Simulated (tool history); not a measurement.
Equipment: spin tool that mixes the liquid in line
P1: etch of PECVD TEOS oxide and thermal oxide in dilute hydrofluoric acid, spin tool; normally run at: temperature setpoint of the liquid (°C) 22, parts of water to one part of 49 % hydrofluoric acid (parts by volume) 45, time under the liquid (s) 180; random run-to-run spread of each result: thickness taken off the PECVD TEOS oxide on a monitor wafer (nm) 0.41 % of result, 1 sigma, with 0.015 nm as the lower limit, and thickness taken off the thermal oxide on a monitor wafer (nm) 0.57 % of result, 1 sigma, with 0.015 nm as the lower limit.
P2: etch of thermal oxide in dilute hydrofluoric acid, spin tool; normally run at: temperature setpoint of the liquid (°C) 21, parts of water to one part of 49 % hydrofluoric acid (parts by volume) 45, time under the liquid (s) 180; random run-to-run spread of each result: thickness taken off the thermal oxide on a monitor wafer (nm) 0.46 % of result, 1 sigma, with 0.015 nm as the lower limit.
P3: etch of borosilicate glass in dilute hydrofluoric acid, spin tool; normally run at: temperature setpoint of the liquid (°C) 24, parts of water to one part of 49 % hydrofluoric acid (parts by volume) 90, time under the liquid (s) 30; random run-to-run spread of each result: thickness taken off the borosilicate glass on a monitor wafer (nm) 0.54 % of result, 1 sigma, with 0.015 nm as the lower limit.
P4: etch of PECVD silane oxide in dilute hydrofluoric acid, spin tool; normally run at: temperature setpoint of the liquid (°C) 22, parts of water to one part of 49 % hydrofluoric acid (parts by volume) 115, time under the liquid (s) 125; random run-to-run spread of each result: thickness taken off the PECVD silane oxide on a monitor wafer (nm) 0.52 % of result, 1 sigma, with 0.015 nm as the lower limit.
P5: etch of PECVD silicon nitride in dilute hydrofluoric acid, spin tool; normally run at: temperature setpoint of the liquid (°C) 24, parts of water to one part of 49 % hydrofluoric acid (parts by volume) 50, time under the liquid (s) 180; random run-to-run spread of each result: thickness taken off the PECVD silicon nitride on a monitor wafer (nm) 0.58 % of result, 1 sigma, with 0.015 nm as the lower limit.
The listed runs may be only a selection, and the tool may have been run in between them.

run   hour  process that ran  temperature setpoint of the liquid (°C)  parts of water to one part of 49 % hydrofluoric acid (parts by volume)  time under the liquid (s)  thickness taken off the PECVD TEOS oxide on a monitor wafer (nm)  thickness taken off the thermal oxide on a monitor wafer (nm)  thickness taken off the borosilicate glass on a monitor wafer (nm)  thickness taken off the PECVD silicon nitride on a monitor wafer (nm)  thickness taken off the PECVD silane oxide on a monitor wafer (nm)
  1      7                P1                                       22                                                                      45                        180                                                            53.273                                                          18.07
  2   14.6                P1                                       17                                                                      60                        180                                                             31.83                                                         10.797
  3   27.3                P1                                       22                                                                      45                        180                                                            53.637                                                         17.913
  4     40                P2                                       17                                                                      45                        180                                                                                                                            15.58
  5   48.7                P1                                       22                                                                      45                         50                                                            14.811                                                         5.0656
  6   54.6                P3                                       24                                                                      90                         30                                                                                                                                                                                               6.3717
  7   60.7                P5                                       17                                                                      50                        180                                                                                                                                                                                                                                                                      7.4111
  8   70.7                P1                                       22                                                                      45                        315                                                            93.492                                                         31.655
  9   78.9                P3                                     30.5                                                                      90                         30                                                                                                                                                                                               8.1345
 10   85.6                P4                                       22                                                                     115                         55                                                                                                                                                                                                                                                                                                                                          6.7801
 11   97.8                P1                                       22                                                                      45                        180                                                            53.135                                                         18.079
 12  110.4                P3                                       24                                                                      90                         50                                                                                                                                                                                               10.572
 13  120.2                P3                                       24                                                                      90                         30                                                                                                                                                                                               6.3701
 14  127.2                P4                                       22                                                                     115                        125                                                                                                                                                                                                                                                                                                                                          15.345
 15  140.8                P2                                       21                                                                      45                        180                                                                                                                           18.599
 16    151                P4                                       22                                                                     115                        125                                                                                                                                                                                                                                                                                                                                          15.376
 17  159.5                P1                                       22                                                                      45                        180                                                            53.482                                                         18.171
 18  173.3                P1                                       22                                                                      20                        180                                                            124.36                                                         41.972
 19  184.5                P4                                       22                                                                      30                        125                                                                                                                                                                                                                                                                                                                                          65.342
 20  190.7                P5                                       24                                                                      50                         30                                                                                                                                                                                                                                                                      2.0043
 21  198.2                P1                                       22                                                                      75                        180                                                            30.813                                                         10.457
 22  211.4                P1                                       22                                                                      45                        180                                                             53.39                                                         18.125
 23  222.1                P1                                       22                                                                      45                        180                                                            53.451                                                         18.233
 24  232.5                P2                                       21                                                                      45                         80                                                                                                                           8.2281
 25  245.7                P1                                       26                                                                      45                        180                                                            63.014                                                         21.105
 26    257                P1                                       17                                                                      45                        180                                                            43.183                                                         14.629
 27  269.7                P3                                       24                                                                     165                         30                                                                                                                                                                                               3.1682
     279.2  -- thermometer replaced
 28  280.7                P5                                       24                                                                      50                        180                                                                                                                                                                                                                                                                      12.064
 29  291.5                P4                                     29.5                                                                     115                        125                                                                                                                                                                                                                                                                                                                                          20.506
 30  303.2                P2                                       21                                                                      70                        180                                                                                                                           11.696
 31  311.3                P5                                       24                                                                      85                        180                                                                                                                                                                                                                                                                      7.2421
 32  318.8                P1                                       22                                                                      45                        180                                                            53.782                                                         18.197
 33  325.5                P1                                       22                                                                      45                        180                                                             55.13                                                         18.616
 34  336.9                P1                                       22                                                                      45                        180                                                             56.49                                                          19.41
 35  347.6                P1                                       22                                                                      45                        180                                                            57.984                                                          19.58
 36    354                P1                                       22                                                                      45                        180                                                            58.104                                                          19.85
 37  362.2                P1                                       22                                                                      45                        180                                                            58.606                                                         19.701
 38  374.5                P1                                       22                                                                      45                        180                                                            59.004                                                          19.86
 39  384.8                P1                                       22                                                                      45                        180                                                            58.629                                                         19.908
 40  394.8                P1                                       22                                                                      45                        180                                                            59.089                                                         19.918

Something has made what P1 gives creep away from where it was; the 2 causes below, each at its own stated size, fit the log equally well:
A: hydrofluoric acid flow above the setpoint (%) = 9.4
B: liquid hotter than its thermometer reads (K) = 2.28
Creep in the process output first set in at about hour 318.8.

4 check runs are offered, one wafer each, their results left as question marks. Which one tells the causes apart?
check 1  404.8                P3                                       24                                                                      90                         30                                                                                                                                                                                                    ?
check 2  404.8                P4                                       22                                                                     115                        125                                                                                                                                                                                                                                                                                                                                               ?
check 3  404.8                P2                                       21                                                                      45                        180                                                                                                                                ?
check 4  404.8                P5                                       24                                                                      50                        180                                                                                                                                                                                                                                                                           ?

Predicted outcomes, by check and by cause:
  check                                                                 result    if A    if B
check 1     thickness taken off the borosilicate glass on a monitor wafer (nm)  7.0394  6.9734
check 2     thickness taken off the PECVD silane oxide on a monitor wafer (nm)   16.99  16.802
check 3          thickness taken off the thermal oxide on a monitor wafer (nm)  20.403  20.421
check 4  thickness taken off the PECVD silicon nitride on a monitor wafer (nm)  13.193  14.073
Smallest distance between any two causes, each pair judged by its most separating result, in per cent: check 1 0.94 %; check 2 1.12 %; check 3 0.09 %; check 4 6.45 %
The other checks would show nearly matching results whichever cause is true, so check 4 is the only one that separates the causes.

Here is what check 4 returned: thickness taken off the PECVD silicon nitride on a monitor wafer (nm) 14.035. Which cause is it?

B is the cause: liquid hotter than its thermometer reads (K).
